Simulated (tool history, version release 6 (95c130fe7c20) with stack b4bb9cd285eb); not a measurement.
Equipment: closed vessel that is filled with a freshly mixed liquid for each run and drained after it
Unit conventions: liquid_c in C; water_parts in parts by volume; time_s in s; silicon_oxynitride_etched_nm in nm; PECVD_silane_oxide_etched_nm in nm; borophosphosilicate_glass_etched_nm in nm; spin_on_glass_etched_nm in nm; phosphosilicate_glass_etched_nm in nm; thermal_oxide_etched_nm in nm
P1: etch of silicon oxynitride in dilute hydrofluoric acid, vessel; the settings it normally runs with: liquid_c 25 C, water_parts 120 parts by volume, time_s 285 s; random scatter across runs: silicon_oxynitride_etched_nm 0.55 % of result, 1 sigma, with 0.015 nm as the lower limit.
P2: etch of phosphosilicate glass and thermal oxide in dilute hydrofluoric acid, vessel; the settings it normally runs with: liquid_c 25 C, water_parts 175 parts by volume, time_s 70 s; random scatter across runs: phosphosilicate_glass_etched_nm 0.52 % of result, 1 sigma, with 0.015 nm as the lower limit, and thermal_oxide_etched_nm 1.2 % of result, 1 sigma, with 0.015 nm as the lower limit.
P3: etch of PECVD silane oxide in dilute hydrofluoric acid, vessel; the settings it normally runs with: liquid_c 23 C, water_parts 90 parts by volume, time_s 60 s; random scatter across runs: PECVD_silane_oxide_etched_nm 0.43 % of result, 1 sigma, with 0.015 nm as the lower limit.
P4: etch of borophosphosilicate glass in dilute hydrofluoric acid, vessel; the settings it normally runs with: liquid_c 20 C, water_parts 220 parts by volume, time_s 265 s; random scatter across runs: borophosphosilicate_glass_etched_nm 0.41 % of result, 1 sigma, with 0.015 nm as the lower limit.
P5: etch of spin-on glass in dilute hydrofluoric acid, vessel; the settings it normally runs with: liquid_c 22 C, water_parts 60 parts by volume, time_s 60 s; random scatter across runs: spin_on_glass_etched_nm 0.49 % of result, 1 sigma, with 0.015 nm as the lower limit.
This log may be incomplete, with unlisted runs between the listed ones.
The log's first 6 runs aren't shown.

run	hour	process	liquid_c	water_parts	time_s	silicon_oxynitride_etched_nm	PECVD_silane_oxide_etched_nm	borophosphosilicate_glass_etched_nm	spin_on_glass_etched_nm	phosphosilicate_glass_etched_nm	thermal_oxide_etched_nm
7	28.2	P3	23	90	105		55.394				
8	32.9	P5	22	60	60				57.238		
9	35.9	P5	17	60	60				46.302		
10	39.6	P3	23	90	60		31.928				
11	43.8	P1	25	120	50	1.9077					
12	47.1	P3	23	90	60		32.195				
13	49.9	P3	18.5	90	60		26.552				
14	53.2	P5	22	80	60				41.826		
15	55.7	P1	17	120	105	2.7118					
16	58.9	P1	21.5	120	55	1.7378					
17	62.7	P1	25	120	285	10.829					
18	66.1	P5	22	60	60				56.835		
19	69.8	P1	25	75	285	18.033					
20	73.9	P1	25	120	285	10.771					
21	78.1	P2	25	175	70					49.089	1.7029
22	82.6	P1	18.5	120	50	1.4259					
# hour 83.8: thermometer replaced
23	85.7	P1	30.5	120	285	13.768					
24	91	P4	20	220	265			43.135			
25	95	P5	22	60	105				99.646		
26	100.1	P2	25	25	70					419.27	14.545

Predict the results of run 27:
# hour 103.5: hydrofluoric acid flow meter replaced
27	103.8	P1	25	215	285	?					

Run 27 yielded silicon_oxynitride_etched_nm 5.6079 nm.

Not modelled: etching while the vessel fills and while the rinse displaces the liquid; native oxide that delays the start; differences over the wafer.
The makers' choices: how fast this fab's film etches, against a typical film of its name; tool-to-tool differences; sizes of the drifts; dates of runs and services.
